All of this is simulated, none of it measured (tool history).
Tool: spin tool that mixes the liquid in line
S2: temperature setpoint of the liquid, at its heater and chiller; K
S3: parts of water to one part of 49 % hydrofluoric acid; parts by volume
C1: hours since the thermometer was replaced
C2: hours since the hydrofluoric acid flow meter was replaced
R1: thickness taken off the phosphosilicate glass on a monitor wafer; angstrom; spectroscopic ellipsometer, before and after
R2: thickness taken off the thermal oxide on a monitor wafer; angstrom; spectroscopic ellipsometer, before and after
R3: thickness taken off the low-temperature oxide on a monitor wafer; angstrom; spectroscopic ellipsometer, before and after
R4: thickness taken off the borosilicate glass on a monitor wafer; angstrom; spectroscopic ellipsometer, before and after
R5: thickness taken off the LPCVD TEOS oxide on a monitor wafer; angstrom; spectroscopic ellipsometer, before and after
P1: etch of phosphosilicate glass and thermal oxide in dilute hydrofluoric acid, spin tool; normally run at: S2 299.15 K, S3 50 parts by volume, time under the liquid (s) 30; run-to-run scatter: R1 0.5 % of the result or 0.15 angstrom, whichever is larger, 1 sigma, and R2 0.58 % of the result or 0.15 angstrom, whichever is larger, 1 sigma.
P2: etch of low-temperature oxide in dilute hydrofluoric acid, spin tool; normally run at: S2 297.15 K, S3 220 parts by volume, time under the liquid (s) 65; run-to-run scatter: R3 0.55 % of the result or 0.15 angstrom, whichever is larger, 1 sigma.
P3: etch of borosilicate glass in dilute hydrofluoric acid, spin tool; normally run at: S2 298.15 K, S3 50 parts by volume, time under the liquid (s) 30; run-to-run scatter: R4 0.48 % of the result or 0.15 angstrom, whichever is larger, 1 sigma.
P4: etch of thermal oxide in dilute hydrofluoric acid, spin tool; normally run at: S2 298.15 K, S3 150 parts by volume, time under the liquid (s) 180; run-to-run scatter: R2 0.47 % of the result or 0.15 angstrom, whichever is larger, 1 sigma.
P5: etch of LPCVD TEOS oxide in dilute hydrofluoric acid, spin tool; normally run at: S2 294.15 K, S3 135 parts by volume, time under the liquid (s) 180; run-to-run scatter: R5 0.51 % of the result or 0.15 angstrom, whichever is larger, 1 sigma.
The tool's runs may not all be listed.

run 1 hour=4.7 | process_that_ran=P1 S2=299.15 S3=50 time_under_the_liquid_(s)=30 | C1=536.1 C2=700.7 | R1=1409.10 R2=34.227
run 2 hour=10.3 | process_that_ran=P1 S2=299.15 S3=50 time_under_the_liquid_(s)=30 | C1=541.7 C2=706.3 | R1=1389.70 R2=33.784
run 3 hour=16.0 | process_that_ran=P1 S2=299.15 S3=30 time_under_the_liquid_(s)=55 | C1=547.4 C2=712.0 | R1=4424.90 R2=107.480
run 4 hour=25.1 | process_that_ran=P1 S2=299.15 S3=50 time_under_the_liquid_(s)=30 | C1=556.5 C2=721.1 | R1=1402.70 R2=34.260
run 5 hour=31.1 | process_that_ran=P2 S2=301.65 S3=220 time_under_the_liquid_(s)=65 | C1=562.5 C2=727.1 | R3=54.588
run 6 hour=38.3 | process_that_ran=P3 S2=298.15 S3=50 time_under_the_liquid_(s)=45 | C1=569.7 C2=734.3 | R4=334.40
run 7 hour=46.5 | process_that_ran=P1 S2=299.15 S3=50 time_under_the_liquid_(s)=30 | C1=577.9 C2=742.5 | R1=1391.30 R2=34.475
run 8 hour=52.6 | process_that_ran=P4 S2=298.15 S3=150 time_under_the_liquid_(s)=180 | C1=584.0 C2=748.6 | R2=55.711
run 9 hour=57.7 | process_that_ran=P1 S2=299.15 S3=80 time_under_the_liquid_(s)=30 | C1=589.1 C2=753.7 | R1=832.97 R2=20.786
run 10 hour=64.2 | process_that_ran=P5 S2=290.15 S3=135 time_under_the_liquid_(s)=180 | C1=595.6 C2=760.2 | R5=248.97
run 11 hour=73.4 | process_that_ran=P5 S2=294.15 S3=135 time_under_the_liquid_(s)=320 | C1=604.8 C2=769.4 | R5=523.59
run 12 hour=82.6 | process_that_ran=P3 S2=292.65 S3=50 time_under_the_liquid_(s)=30 | C1=614.0 C2=778.6 | R4=177.27
run 13 hour=89.7 | process_that_ran=P2 S2=297.15 S3=220 time_under_the_liquid_(s)=65 | C1=621.1 C2=785.7 | R3=45.656
run 14 hour=98.3 | process_that_ran=P1 S2=299.15 S3=30 time_under_the_liquid_(s)=30 | C1=629.7 C2=794.3 | R1=2392.30 R2=59.115
run 15 hour=103.4 | process_that_ran=P1 S2=299.15 S3=50 time_under_the_liquid_(s)=30 | C1=634.8 C2=799.4 | R1=1386.40 R2=34.600
run 16 hour=111.4 | process_that_ran=P5 S2=294.15 S3=40 time_under_the_liquid_(s)=180 | C1=642.8 C2=807.4 | R5=1105.50
run 17 hour=117.1 | process_that_ran=P1 S2=299.15 S3=50 time_under_the_liquid_(s)=50 | C1=648.5 C2=813.1 | R1=2329.80 R2=57.027
run 18 hour=123.4 | process_that_ran=P1 S2=299.15 S3=50 time_under_the_liquid_(s)=15 | C1=654.8 C2=819.4 | R1=704.11 R2=17.005
run 19 hour=133.0 | process_that_ran=P1 S2=306.65 S3=50 time_under_the_liquid_(s)=15 | C1=664.4 C2=829.0 | R1=935.54 R2=22.968
run 20 hour=138.7 | process_that_ran=P3 S2=298.15 S3=20 time_under_the_liquid_(s)=30 | C1=670.1 C2=834.7 | R4=581.34
run 21 hour=145.5 | process_that_ran=P4 S2=298.15 S3=150 time_under_the_liquid_(s)=55 | C1=676.9 C2=841.5 | R2=17.367
run 22 hour=155.3 | process_that_ran=P4 S2=298.15 S3=230 time_under_the_liquid_(s)=180 | C1=686.7 C2=851.3 | R2=33.346
run 23 hour=165.5 | process_that_ran=P1 S2=299.15 S3=50 time_under_the_liquid_(s)=30 | C1=696.9 C2=861.5 | R1=1386.10 R2=34.337
run 24 hour=171.9 | process_that_ran=P2 S2=297.15 S3=345 time_under_the_liquid_(s)=65 | C1=703.3 C2=867.9 | R3=25.913
run 25 hour=179.3 | process_that_ran=P3 S2=298.15 S3=50 time_under_the_liquid_(s)=30 | C1=710.7 C2=875.3 | R4=223.59
run 26 hour=187.5 | process_that_ran=P1 S2=293.15 S3=50 time_under_the_liquid_(s)=30 | C1=718.9 C2=883.5 | R1=1084.20 R2=26.444
run 27 hour=197.6 | process_that_ran=P5 S2=294.15 S3=135 time_under_the_liquid_(s)=180 | C1=729.0 C2=893.6 | R5=294.52
run 28 hour=202.8 | process_that_ran=P4 S2=298.15 S3=150 time_under_the_liquid_(s)=180 | C1=734.2 C2=898.8 | R2=56.098
run 29 hour=211.3 | process_that_ran=P1 S2=302.65 S3=50 time_under_the_liquid_(s)=45 | C1=742.7 C2=907.3 | R1=2385.30 R2=58.358
run 30 hour=218.6 | process_that_ran=P2 S2=297.15 S3=220 time_under_the_liquid_(s)=115 | C1=750.0 C2=914.6 | R3=80.413
run 31 hour=225.7 | process_that_ran=P1 S2=306.65 S3=50 time_under_the_liquid_(s)=30 | C1=757.1 C2=921.7 | R1=1873.50 R2=45.556
run 32 hour=236.2 | process_that_ran=P1 S2=299.15 S3=50 time_under_the_liquid_(s)=30 | C1=767.6 C2=932.2 | R1=1391.50 R2=34.198
run 33 hour=243.9 | process_that_ran=P4 S2=290.65 S3=150 time_under_the_liquid_(s)=180 | C1=775.3 C2=939.9 | R2=41.326
run 34 hour=249.3 | process_that_ran=P1 S2=299.15 S3=50 time_under_the_liquid_(s)=30 | C1=780.7 C2=945.3 | R1=1384.70 R2=34.265
run 35 hour=254.5 | process_that_ran=P1 S2=299.15 S3=50 time_under_the_liquid_(s)=30 | C1=785.9 C2=950.5 | R1=1354.30 R2=32.646
run 36 hour=260.4 | process_that_ran=P1 S2=299.15 S3=50 time_under_the_liquid_(s)=30 | C1=791.8 C2=956.4 | R1=1323.30 R2=32.815
run 37 hour=270.7 | process_that_ran=P1 S2=299.15 S3=50 time_under_the_liquid_(s)=30 | C1=802.1 C2=966.7 | R1=1297.10 R2=31.920
run 38 hour=281.2 | process_that_ran=P1 S2=299.15 S3=50 time_under_the_liquid_(s)=30 | C1=812.6 C2=977.2 | R1=1290.80 R2=31.248

The next listed run, before its measurement:
run 39 hour=290.8 | process_that_ran=P1 S2=299.15 S3=50 time_under_the_liquid_(s)=30 | C1=822.2 C2=986.8 | R1=? R2=?

Run 39 gave R1 1291.80 angstrom, R2 31.027 angstrom.
